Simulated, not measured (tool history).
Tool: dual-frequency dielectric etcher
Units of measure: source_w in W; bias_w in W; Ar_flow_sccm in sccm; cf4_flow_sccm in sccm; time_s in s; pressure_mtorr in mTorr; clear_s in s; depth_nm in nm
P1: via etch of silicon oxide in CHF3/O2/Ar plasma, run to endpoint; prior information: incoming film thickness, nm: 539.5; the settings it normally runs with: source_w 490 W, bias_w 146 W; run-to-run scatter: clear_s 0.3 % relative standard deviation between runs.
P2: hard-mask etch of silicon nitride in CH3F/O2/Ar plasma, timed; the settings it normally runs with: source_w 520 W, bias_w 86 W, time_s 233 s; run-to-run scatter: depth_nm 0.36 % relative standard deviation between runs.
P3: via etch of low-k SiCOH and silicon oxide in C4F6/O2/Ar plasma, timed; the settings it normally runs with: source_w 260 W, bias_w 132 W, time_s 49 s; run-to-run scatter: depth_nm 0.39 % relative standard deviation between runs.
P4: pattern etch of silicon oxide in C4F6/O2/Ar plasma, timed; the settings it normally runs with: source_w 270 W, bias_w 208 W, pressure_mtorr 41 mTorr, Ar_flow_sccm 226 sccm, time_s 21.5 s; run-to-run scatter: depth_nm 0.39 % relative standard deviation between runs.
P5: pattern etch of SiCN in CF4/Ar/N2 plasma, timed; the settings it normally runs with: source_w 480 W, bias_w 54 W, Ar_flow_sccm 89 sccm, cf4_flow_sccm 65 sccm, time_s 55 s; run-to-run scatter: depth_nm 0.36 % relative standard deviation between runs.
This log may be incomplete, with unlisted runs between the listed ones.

run   hour  process  source_w  bias_w  Ar_flow_sccm  cf4_flow_sccm  time_s  pressure_mtorr  clear_s  depth_nm
  1    6.7       P1       490     146                                                        322.47
  2   15.3       P5       480      76            89             65      55                             49.931
  3   22.5       P2       520      86                                  233                             189.66
  4   30.9       P4       270     208           226                   21.5              41             59.716
  5     38       P1       620     146                                                        293.87
  6   44.5       P3       300     132                                   49                             108.98
  7   49.8       P5       480      54            89             65    82.5                             66.741
  8   58.8       P2       330      86                                  233                             160.95
  9   66.7       P1       350     146                                                        365.59
 10   75.9       P1       570     172                                                        286.76
 11   83.8       P2       520      86                                  233                             190.58
 12   90.5       P1       490     197                                                        292.38
      94.7  -- bias power generator calibrated
 13   97.3       P4       350     208           226                   21.5              41             66.374
 14  103.5       P1       490     146                                                        322.99
 15  108.8       P2       520      86                                300.5                             246.53
 16    113       P1       600      93                                                        341.84
 17    118       P3       260     132                                   35                              73.78
 18  125.2       P4       270     208           226                   21.5            32.5             61.303
 19  132.3       P1       490      91                                                        372.85
 20  140.2       P1       490     146                                                        322.64
 21  147.4       P4       270     208           226                     28              41             77.937
 22  154.3       P5       480      54            89             65      55                             44.473
 23  158.8       P3       260     132                                   49                              102.4
 24    165       P3       260     132                                   49                             103.13
 25  173.6       P4       270     156           226                   21.5              41             54.466
 26  178.4       P2       520     122                                  233                             217.05
 27  184.6       P4       270     208           152                   21.5              41             62.309
 28  190.5       P1       490     146                                                        320.39
 29  196.9       P5       480      54           125             65      55                             42.037
 30    201       P3       260      84                                   49                             90.483
 31  208.1       P5       620      54            89             65      55                             55.883
 32  215.3       P5       480      54            89             90      55                             47.034
 33  222.5       P1       490     146                                                        321.37
 34  230.3       P1       490     146                                                        319.22
 35  239.1       P1       490     146                                                        318.88
 36  243.8       P1       490     146                                                        318.25
     247.1  -- wet clean of the chamber
 37  252.5       P1       490     146                                                        317.65
 38  260.8       P1       490     146                                                        319.35
 39  267.6       P1       490     146                                                        317.36
 40  274.7       P1       490     146                                                         317.8
 41  281.9       P1       490     146                                                         317.4

Something has made what P1 gives creep away from where it was; the 2 causes below, each at its own stated size, fit the log equally well:
A: bias power that arrives over what is set, % = 4.75
B: source power that arrives over what is set, % = 4.03
Creep in the process output first set in at about hour 222.5.
Each remaining cause and why it is not a fit:
chamber walls in a state that raises the etch rate, %: maintenance at hour 247.1, after the shift began, did not return the process to its former output

Which of the check runs below tells the causes apart, meaning the causes would give it clearly different results? Each run uses 2 wafers whose results are averaged, and each result is shown as a question mark.
check 1  289.1       P2       520      86                                  233                                  ?
check 2  289.1       P4       270     208           226                   21.5              41                  ?
check 3  289.1       P3       260     132                                   49                                  ?
check 4  289.1       P5       480      54            89             65      55                                  ?

If the cause were each of the candidates in turn, the checks would give the following:
  check    result    if A    if B
check 1  depth_nm  194.14  193.87
check 2  depth_nm  60.695  60.668
check 3  depth_nm  104.55  104.69
check 4  depth_nm  45.348  46.266
Separation of the two closest causes in each check, using whichever result separates them best: check 1 0.14 %; check 2 0.05 %; check 3 0.13 %; check 4 2.01 %
The causes can be told apart only by check 4. The other checks would give nearly the same results under each of them.

Check 4 was carried out, with these results: depth_nm 45.451 nm. Which of the listed causes is responsible?

Of the candidate causes, it is A: bias power that arrives over what is set, %.
